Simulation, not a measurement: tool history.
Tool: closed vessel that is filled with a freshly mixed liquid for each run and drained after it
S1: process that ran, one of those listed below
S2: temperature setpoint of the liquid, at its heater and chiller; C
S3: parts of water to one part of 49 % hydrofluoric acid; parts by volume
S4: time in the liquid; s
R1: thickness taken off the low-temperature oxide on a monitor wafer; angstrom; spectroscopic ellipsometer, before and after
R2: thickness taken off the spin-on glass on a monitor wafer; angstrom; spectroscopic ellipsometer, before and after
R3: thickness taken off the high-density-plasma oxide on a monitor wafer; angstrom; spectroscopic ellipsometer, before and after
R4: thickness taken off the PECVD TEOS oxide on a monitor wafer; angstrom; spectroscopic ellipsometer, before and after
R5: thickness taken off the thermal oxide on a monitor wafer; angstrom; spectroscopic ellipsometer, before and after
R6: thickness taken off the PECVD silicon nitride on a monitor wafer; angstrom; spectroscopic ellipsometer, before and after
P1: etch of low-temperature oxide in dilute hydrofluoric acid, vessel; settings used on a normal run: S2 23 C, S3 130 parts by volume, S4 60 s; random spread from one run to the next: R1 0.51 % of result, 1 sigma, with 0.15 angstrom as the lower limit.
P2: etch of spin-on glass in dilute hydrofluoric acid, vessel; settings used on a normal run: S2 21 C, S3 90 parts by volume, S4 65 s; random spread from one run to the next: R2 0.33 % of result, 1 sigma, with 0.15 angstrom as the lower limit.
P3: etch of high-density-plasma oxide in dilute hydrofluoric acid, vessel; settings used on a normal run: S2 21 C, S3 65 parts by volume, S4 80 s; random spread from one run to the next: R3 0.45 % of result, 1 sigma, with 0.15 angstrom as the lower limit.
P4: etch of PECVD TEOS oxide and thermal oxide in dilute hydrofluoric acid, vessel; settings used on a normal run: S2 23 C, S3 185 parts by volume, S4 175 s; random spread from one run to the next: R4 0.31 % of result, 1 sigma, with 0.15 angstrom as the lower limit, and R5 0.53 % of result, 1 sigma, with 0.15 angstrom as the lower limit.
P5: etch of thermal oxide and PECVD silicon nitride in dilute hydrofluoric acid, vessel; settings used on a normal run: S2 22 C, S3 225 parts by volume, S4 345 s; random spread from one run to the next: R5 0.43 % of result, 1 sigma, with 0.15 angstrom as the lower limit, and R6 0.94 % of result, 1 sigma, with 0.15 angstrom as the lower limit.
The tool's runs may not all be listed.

run,hour,S1,S2,S3,S4,R1,R2,R3,R4,R5,R6
1,8.9,P1,23,130,60,128.04,,,,,
2,16.4,P2,21,90,65,,199.46,,,,
3,21.3,P2,21,90,65,,199.49,,,,
4,31.2,P2,21,90,30,,91.543,,,,
5,41,P1,23,130,60,128.31,,,,,
6,48.5,P3,17,65,80,,,56.92,,,
7,57.8,P4,23,185,30,,,,31.589,6.4426,
8,66.1,P1,17,130,60,100.51,,,,,
9,75.3,P1,23,130,60,128.11,,,,,
# hour 81.8: hydrofluoric acid flow meter replaced
10,83.8,P1,23,225,60,67.288,,,,,
11,89.3,P5,22,225,635,,,,,104.83,43.512
12,98.7,P5,17,225,345,,,,,47.089,16.623
13,103.8,P5,22,50,345,,,,,311.97,102.02
14,113.1,P1,29,130,60,161.23,,,,,
15,119.5,P2,21,165,65,,100.03,,,,
16,127.7,P3,21,65,155,,,132.42,,,
17,134.1,P4,23,45,175,,,,893.27,182.94,
18,141,P1,23,130,60,128.59,,,,,
19,148,P4,23,185,175,,,,182.65,38.099,
20,156,P1,23,130,60,127.78,,,,,
21,162.6,P1,23,130,35,74.382,,,,,
22,171.5,P2,17,90,65,,167.99,,,,
23,178.6,P1,23,185,30,42.315,,,,,
24,188.3,P1,23,130,95,203.43,,,,,
25,194.5,P1,27,130,110,274.42,,,,,
26,203.7,P5,22,225,345,,,,,56.821,23.246
27,209.6,P3,21,110,80,,,38.088,,,
28,218.5,P3,21,65,80,,,68.206,,,
29,228.1,P4,28,185,175,,,,221.59,45.149,
30,234,P1,23,55,60,332.53,,,,,
31,240.2,P1,23,130,60,129.29,,,,,
32,246.4,P1,23,130,60,127.73,,,,,
33,251.1,P1,23,130,60,123.06,,,,,
34,256.1,P1,23,130,60,122.61,,,,,
35,262.9,P1,23,130,60,122.94,,,,,
36,270.5,P1,23,130,60,121.93,,,,,
37,279.1,P1,23,130,60,120.51,,,,,
38,286.4,P1,23,130,60,121.22,,,,,
39,291.6,P1,23,130,60,120.49,,,,,
40,298.2,P1,23,130,60,120.45,,,,,
41,304.7,P1,23,130,60,121.9,,,,,
42,314.8,P1,23,130,60,120.39,,,,,

P1 has crept away from where it was. The log is fitted equally well by each of these 2 causes, at the sizes shown:
A: liquid colder than its thermometer reads (K) = 1.54
B: hydrofluoric acid flow below the setpoint (%) = 5.11
The gradual shift began around hour 240.2.

The list below offers 4 check runs, each averaging the results of 3 wafers, and shows each result as a question mark. For which of them would the listed causes give clearly different results?
check 1,324.9,P3,21,90,80,,,?,,,
check 2,324.9,P4,23,115,30,,,,?,?,
check 3,324.9,P2,21,160,30,,?,,,,
check 4,324.9,P5,18,225,550,,,,,?,?

Check results expected under each cause:
check,result,if A,if B
check 1,R3,44.675,44.919
check 2,R4,51.524,51.612
check 2,R5,10.567,10.585
check 3,R2,45.031,44.998
check 4,R5,73.482,73.261
check 4,R6,25.998,27.399
Minimum pairwise separation of causes per check, each pair taken at its best-separating result: check 1 0.54 %; check 2 0.17 %; check 3 0.07 %; check 4 5.25 %
Only in check 4 would the causes give clearly different results; in the remaining checks their results would be nearly the same.

Check 4 was then run and gave: R5 73.123 angstrom; R6 27.245 angstrom. Which cause is it?

The correct cause is B, namely: hydrofluoric acid flow below the setpoint (%).
